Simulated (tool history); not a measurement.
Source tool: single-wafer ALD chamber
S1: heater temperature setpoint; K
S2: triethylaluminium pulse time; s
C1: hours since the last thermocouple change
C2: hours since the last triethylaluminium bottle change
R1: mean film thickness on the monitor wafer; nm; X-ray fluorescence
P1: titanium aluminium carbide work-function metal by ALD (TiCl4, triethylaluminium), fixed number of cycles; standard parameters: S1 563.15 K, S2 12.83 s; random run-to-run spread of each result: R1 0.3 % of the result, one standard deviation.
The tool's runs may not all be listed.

Run 1, hour 4.4: S1 563.15 K, S2 12.83 s; C1 1114.4; C2 325.2. Result: R1 1.9110 nm.
Run 2, hour 7.7: S1 563.15 K, S2 12.83 s; C1 1117.7; C2 328.5. Result: R1 1.9258 nm.
Run 3, hour 10.7: S1 542.15 K, S2 12.83 s; C1 1120.7; C2 331.5. Result: R1 1.7493 nm.
Run 4, hour 15.1: S1 563.15 K, S2 12.83 s; C1 1125.1; C2 335.9. Result: R1 1.9126 nm.
Run 5, hour 19.7: S1 563.15 K, S2 4.71 s; C1 1129.7; C2 340.5. Result: R1 1.5586 nm.
At hour 19.8: triethylaluminium bottle replaced.
Run 6, hour 22.5: S1 563.15 K, S2 12.83 s; C1 1132.5; C2 2.7. Result: R1 1.9254 nm.
Run 7, hour 26.8: S1 587.15 K, S2 12.83 s; C1 1136.8; C2 7.0. Result: R1 2.1378 nm.
Run 8, hour 30.2: S1 563.15 K, S2 19.42 s; C1 1140.2; C2 10.4. Result: R1 1.9450 nm.
Run 9, hour 33.0: S1 547.15 K, S2 6.43 s; C1 1143.0; C2 13.2. Result: R1 1.6114 nm.
Run 10, hour 37.8: S1 563.15 K, S2 12.83 s; C1 1147.8; C2 18.0. Result: R1 1.9140 nm.
Run 11, hour 40.4: S1 563.15 K, S2 12.83 s; C1 1150.4; C2 20.6. Result: R1 1.9099 nm.
Run 12, hour 44.4: S1 563.15 K, S2 12.83 s; C1 1154.4; C2 24.6. Result: R1 1.9010 nm.
Run 13, hour 50.1: S1 563.15 K, S2 12.83 s; C1 1160.1; C2 30.3. Result: R1 1.8885 nm.
Run 14, hour 54.3: S1 563.15 K, S2 12.83 s; C1 1164.3; C2 34.5. Result: R1 1.8760 nm.
Run 15, hour 59.0: S1 563.15 K, S2 12.83 s; C1 1169.0; C2 39.2. Result: R1 1.8793 nm.
Run 16, hour 63.5: S1 563.15 K, S2 12.83 s; C1 1173.5; C2 43.7. Result: R1 1.8895 nm.

P1 no longer gives what it gave before; its output has crept away from where it was. The following 2 causes, each at its listed size, fit the log equally well:
A: wafer temperature below the value expected at the setpoint (K) = 4.19
B: triethylaluminium dose below that of a fresh bottle (%) = 21.2
The drift started at roughly hour 37.8.

Below are 4 check runs, each on a single wafer, with their results shown as question marks. Which of them would tell the listed causes apart, meaning the causes would give clearly different results under it?
Run check 1, hour 68.0: S1 550.15 K, S2 12.83 s. Result: R1 ?.
Run check 2, hour 68.0: S1 573.15 K, S2 12.83 s. Result: R1 ?.
Run check 3, hour 68.0: S1 575.15 K, S2 12.83 s. Result: R1 ?.
Run check 4, hour 68.0: S1 574.15 K, S2 9.02 s. Result: R1 ?.

Expected result of each check under each candidate cause:
  check  result    if A    if B
check 1      R1  1.7734  1.7750
check 2      R1  1.9711  1.9697
check 3      R1  1.9885  1.9869
check 4      R1  1.9145  1.8648
Smallest distance between any two causes, each pair judged by its most separating result, in per cent: check 1 0.09 %; check 2 0.07 %; check 3 0.08 %; check 4 2.63 %
Check 4 is the one run that separates the causes; every other check would come out nearly the same whichever cause is at work.

After running check 4, the following was obtained: R1 1.9227 nm. Which cause does this point to?

The correct cause is A, namely: wafer temperature below the value expected at the setpoint (K).
